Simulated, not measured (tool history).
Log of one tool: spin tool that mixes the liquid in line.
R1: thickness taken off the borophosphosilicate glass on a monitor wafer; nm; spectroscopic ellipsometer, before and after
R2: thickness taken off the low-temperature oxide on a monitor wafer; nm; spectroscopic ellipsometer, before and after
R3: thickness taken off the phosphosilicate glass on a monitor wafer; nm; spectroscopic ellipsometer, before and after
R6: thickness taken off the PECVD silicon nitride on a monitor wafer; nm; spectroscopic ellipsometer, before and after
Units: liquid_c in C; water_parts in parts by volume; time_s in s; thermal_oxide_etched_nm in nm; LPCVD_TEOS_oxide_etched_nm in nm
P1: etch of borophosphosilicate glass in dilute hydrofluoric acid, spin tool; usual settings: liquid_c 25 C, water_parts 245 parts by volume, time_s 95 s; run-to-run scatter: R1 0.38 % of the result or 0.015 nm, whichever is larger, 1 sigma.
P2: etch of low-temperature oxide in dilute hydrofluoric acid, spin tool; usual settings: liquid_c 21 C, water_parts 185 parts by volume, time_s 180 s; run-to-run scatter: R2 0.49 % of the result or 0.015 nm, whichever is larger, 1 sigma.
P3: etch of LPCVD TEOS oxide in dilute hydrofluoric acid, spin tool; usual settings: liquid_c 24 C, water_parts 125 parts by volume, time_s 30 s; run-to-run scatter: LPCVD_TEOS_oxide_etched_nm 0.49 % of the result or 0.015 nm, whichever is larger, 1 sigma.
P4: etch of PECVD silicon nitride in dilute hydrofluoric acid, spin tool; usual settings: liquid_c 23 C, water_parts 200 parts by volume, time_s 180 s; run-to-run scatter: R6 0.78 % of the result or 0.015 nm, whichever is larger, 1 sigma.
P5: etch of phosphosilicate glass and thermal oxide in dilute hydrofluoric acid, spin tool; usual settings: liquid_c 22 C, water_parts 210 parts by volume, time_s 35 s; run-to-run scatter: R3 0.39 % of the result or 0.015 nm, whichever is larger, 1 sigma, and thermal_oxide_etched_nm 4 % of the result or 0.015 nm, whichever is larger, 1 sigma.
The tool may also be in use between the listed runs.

run 1 hour=4.5 | process=P1 liquid_c=25 water_parts=245 time_s=95 | R1=15.185
run 2 hour=8.7 | process=P2 liquid_c=21 water_parts=185 time_s=15 | R2=1.1
run 3 hour=11.5 | process=P1 liquid_c=25 water_parts=100 time_s=95 | R1=43.577
run 4 hour=16.2 | process=P1 liquid_c=25 water_parts=245 time_s=140 | R1=22.204
run 5 hour=21.3 | process=P5 liquid_c=29 water_parts=210 time_s=35 | R3=22.495 thermal_oxide_etched_nm=0.88719
run 6 hour=24.8 | process=P1 liquid_c=21 water_parts=245 time_s=95 | R1=13.037
run 7 hour=29.5 | process=P1 liquid_c=25 water_parts=245 time_s=45 | R1=7.1075
run 8 hour=34 | process=P1 liquid_c=25 water_parts=245 time_s=95 | R1=15.111
run 9 hour=38 | process=P5 liquid_c=22 water_parts=210 time_s=20 | R3=9.9831 thermal_oxide_etched_nm=0.35289
run 10 hour=41.9 | process=P2 liquid_c=21 water_parts=185 time_s=180 | R2=13.156
run 11 hour=45.4 | process=P3 liquid_c=24 water_parts=205 time_s=30 | LPCVD_TEOS_oxide_etched_nm=7.3656
run 12 hour=50.2 | process=P1 liquid_c=25 water_parts=245 time_s=95 | R1=15.009
run 13 hour=52.9 | process=P3 liquid_c=24 water_parts=125 time_s=30 | LPCVD_TEOS_oxide_etched_nm=13.334
run 14 hour=55.9 | process=P1 liquid_c=20 water_parts=80 time_s=95 | R1=45.63
run 15 hour=58.7 | process=P5 liquid_c=22 water_parts=210 time_s=35 | R3=17.59 thermal_oxide_etched_nm=0.62329
run 16 hour=62.8 | process=P4 liquid_c=31 water_parts=200 time_s=180 | R6=4.8752
run 17 hour=66 | process=P1 liquid_c=25 water_parts=365 time_s=35 | R1=3.3029
run 18 hour=69.5 | process=P1 liquid_c=30.5 water_parts=245 time_s=15 | R1=2.8932
run 19 hour=74.1 | process=P1 liquid_c=25 water_parts=375 time_s=95 | R1=8.655
run 20 hour=76.6 | process=P1 liquid_c=25 water_parts=245 time_s=95 | R1=15.06
run 21 hour=80.9 | process=P2 liquid_c=21 water_parts=335 time_s=180 | R2=6.2683
run 22 hour=85.7 | process=P3 liquid_c=24 water_parts=125 time_s=15 | LPCVD_TEOS_oxide_etched_nm=6.5659
run 23 hour=90.3 | process=P4 liquid_c=23 water_parts=200 time_s=335 | R6=5.548
run 24 hour=93.4 | process=P5 liquid_c=22 water_parts=340 time_s=35 | R3=9.6029 thermal_oxide_etched_nm=0.36929
run 25 hour=96.1 | process=P1 liquid_c=25 water_parts=245 time_s=95 | R1=15.084
run 26 hour=98.9 | process=P4 liquid_c=23 water_parts=330 time_s=180 | R6=1.8674
run 27 hour=104 | process=P4 liquid_c=23 water_parts=200 time_s=180 | R6=2.991
run 28 hour=106.9 | process=P2 liquid_c=17 water_parts=185 time_s=180 | R2=11.317
run 29 hour=111.5 | process=P1 liquid_c=25 water_parts=245 time_s=95 | R1=15.035
run 30 hour=114.4 | process=P5 liquid_c=22 water_parts=210 time_s=35 | R3=17.645 thermal_oxide_etched_nm=0.58902
run 31 hour=117 | process=P1 liquid_c=31 water_parts=245 time_s=95 | R1=18.389
run 32 hour=119.5 | process=P3 liquid_c=19.5 water_parts=125 time_s=30 | LPCVD_TEOS_oxide_etched_nm=11.014
run 33 hour=124.1 | process=P1 liquid_c=25 water_parts=245 time_s=95 | R1=15.033
run 34 hour=127.4 | process=P1 liquid_c=25 water_parts=245 time_s=95 | R1=15.495
run 35 hour=132.4 | process=P1 liquid_c=25 water_parts=245 time_s=95 | R1=15.772
run 36 hour=135.3 | process=P1 liquid_c=25 water_parts=245 time_s=95 | R1=15.853
run 37 hour=138.9 | process=P1 liquid_c=25 water_parts=245 time_s=95 | R1=15.979
run 38 hour=141.2 | process=P1 liquid_c=25 water_parts=245 time_s=95 | R1=15.928
run 39 hour=145.1 | process=P1 liquid_c=25 water_parts=245 time_s=95 | R1=15.951

What P1 gives has crept away from where it was. These 2 causes fit the log equally well, each at the size given:
A: hydrofluoric acid flow above the setpoint (%) = 4.77
B: liquid hotter than its thermometer reads (K) = 1.66
The creep began at about hour 124.1.

4 check runs are offered, each on 2 wafers whose results are averaged, their results left as question marks. Which one tells the causes apart?
run check 1 hour=149 | process=P3 liquid_c=24 water_parts=195 time_s=15 | LPCVD_TEOS_oxide_etched_nm=?
run check 2 hour=149 | process=P2 liquid_c=17 water_parts=320 time_s=180 | R2=?
run check 3 hour=149 | process=P4 liquid_c=28 water_parts=200 time_s=255 | R6=?
run check 4 hour=149 | process=P5 liquid_c=22 water_parts=340 time_s=35 | R3=? thermal_oxide_etched_nm=?

What each check would give under each cause:
check=check_1 result=LPCVD_TEOS_oxide_etched_nm if_A=4.1348 if_B=4.1545
check=check_2 result=R2 if_A=6.1203 if_B=6.1385
check=check_3 result=R6 if_A=6.0625 if_B=6.3945
check=check_4 result=R3 if_A=10.189 if_B=10.154
check=check_4 result=thermal_oxide_etched_nm if_A=0.37352 if_B=0.37224
How far apart the two closest causes lie, in the result that separates them most: check 1 0.47 %; check 2 0.3 %; check 3 5.33 %; check 4 0.34 %
Check 3 tells the causes apart: in the others they would give nearly the same result.

Check 3 was then run and gave: R6 6.3948 nm. Which cause is it?

It is B: liquid hotter than its thermometer reads (K).
